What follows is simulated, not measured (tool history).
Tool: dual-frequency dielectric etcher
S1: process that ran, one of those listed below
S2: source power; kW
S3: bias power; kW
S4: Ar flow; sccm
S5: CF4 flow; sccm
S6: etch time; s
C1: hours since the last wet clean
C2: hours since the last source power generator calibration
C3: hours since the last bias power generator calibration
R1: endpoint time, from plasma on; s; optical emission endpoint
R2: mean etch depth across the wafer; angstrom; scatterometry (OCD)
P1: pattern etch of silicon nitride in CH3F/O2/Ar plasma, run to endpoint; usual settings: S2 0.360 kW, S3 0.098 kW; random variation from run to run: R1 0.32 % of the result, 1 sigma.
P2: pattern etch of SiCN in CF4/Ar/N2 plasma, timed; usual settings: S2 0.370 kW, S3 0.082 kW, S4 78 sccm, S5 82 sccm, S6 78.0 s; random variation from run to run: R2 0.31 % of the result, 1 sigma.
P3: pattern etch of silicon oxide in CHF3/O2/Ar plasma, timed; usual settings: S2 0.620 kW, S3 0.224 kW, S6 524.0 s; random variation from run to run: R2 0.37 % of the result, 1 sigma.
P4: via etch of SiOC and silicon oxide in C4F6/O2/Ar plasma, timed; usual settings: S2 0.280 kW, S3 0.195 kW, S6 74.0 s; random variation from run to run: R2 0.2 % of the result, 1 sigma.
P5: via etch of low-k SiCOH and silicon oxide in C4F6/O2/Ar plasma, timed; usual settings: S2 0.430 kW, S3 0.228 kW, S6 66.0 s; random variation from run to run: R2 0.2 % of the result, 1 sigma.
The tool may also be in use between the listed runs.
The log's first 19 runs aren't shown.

run   hour  S1     S2     S3  S4  S5     S6     C1      C2     C3      R1        R2
 20  272.6  P1  0.360  0.098                 150.9  1744.3  106.1  32.196
 21  286.1  P1  0.360  0.122                 164.4  1757.8  119.6  29.544
 22  298.5  P1  0.360  0.098                 176.8  1770.2  132.0  32.196
 23  314.9  P3  0.620  0.224          524.0  193.2  1786.6  148.4          11351.00
 24  332.1  P3  0.500  0.224          524.0  210.4  1803.8  165.6          10456.00
 25  345.3  P4  0.280  0.257           74.0  223.6  1817.0  178.8            822.79
 26  356.6  P3  0.620  0.290          524.0  234.9  1828.3  190.1          12501.00
 27  370.7  P5  0.430  0.228           66.0  249.0  1842.4  204.2           2058.90
 28  384.0  P1  0.230  0.098                 262.3  1855.7  217.5  37.901
 29  400.9  P1  0.360  0.098                 279.2  1872.6  234.4  31.989
 30  415.0  P1  0.490  0.098                 293.3  1886.7  248.5  28.706
 31  432.8  P1  0.360  0.098                 311.1  1904.5  266.3  32.256
 32  441.5  P1  0.360  0.098                 319.8  1913.2  275.0  31.994
 33  457.9  P1  0.360  0.098                 336.2  1929.6  291.4  31.855
     473.9  -- wet clean of the chamber
 34  475.3  P1  0.360  0.098                   1.4  1947.0  308.8  31.899
 35  487.3  P1  0.360  0.098                  13.4  1959.0  320.8  31.690

The next listed run, before its measurement:
 36  501.7  P1  0.360  0.098              27.8  1973.4  335.2   ?

{"run 36": {"R1": 31.71}}
